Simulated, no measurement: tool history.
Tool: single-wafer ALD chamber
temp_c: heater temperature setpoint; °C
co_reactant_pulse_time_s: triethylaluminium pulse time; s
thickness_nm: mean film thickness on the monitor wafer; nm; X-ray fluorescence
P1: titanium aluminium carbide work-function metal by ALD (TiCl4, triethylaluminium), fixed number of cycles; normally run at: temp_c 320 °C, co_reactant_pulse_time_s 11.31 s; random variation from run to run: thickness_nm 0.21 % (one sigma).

run   hour  temp_c  co_reactant_pulse_time_s  hours since the last thermocouple change  hours since the last triethylaluminium bottle change  thickness_nm
  1   12.8     320                     11.31                                    1020.4                                                 549.1        2.1789
  2   21.2     336                     15.15                                    1028.8                                                 557.5        2.3587
  3   32.5     320                     11.31                                    1040.1                                                 568.8        2.1817
  4     48     320                     11.31                                    1055.6                                                 584.3        2.1739
  5     59     296                     11.31                                    1066.6                                                 595.3          1.97
  6   66.2     320                     11.31                                    1073.8                                                 602.5        2.1844
  7   75.1     320                      4.23                                    1082.7                                                 611.4        1.7098
  8   90.3     300                     18.43                                    1097.9                                                 626.6        2.0371
  9     98     303                      5.79                                    1105.6                                                 634.3        1.7863
 10  111.8     342                     11.31                                    1119.4                                                 648.1        2.3683
 11  119.4     320                     11.31                                      1127                                                 655.7        2.1823
 12  130.2     320                     11.31                                    1137.8                                                 666.5        2.1766
 13  144.7     320                     16.07                                    1152.3                                                   681        2.2062
 14  155.7     320                     11.31                                    1163.3                                                   692        2.1818
 15  171.6     320                     11.31                                    1179.2                                                 707.9        2.1651
 16    182     320                     11.31                                    1189.6                                                 718.3        2.1463
 17  193.8     320                     11.31                                    1201.4                                                 730.1        2.1383
 18  207.7     320                     11.31                                    1215.3                                                   744        2.1362
 19  215.1     320                     11.31                                    1222.7                                                 751.4        2.1349
 20  222.4     320                     11.31                                      1230                                                 758.7        2.1384

Run 21 comes next. What will it give?
 21  232.2     320                     11.31                                    1239.8                                                 768.5             ?

{"run 21": {"thickness_nm": 2.1255}}
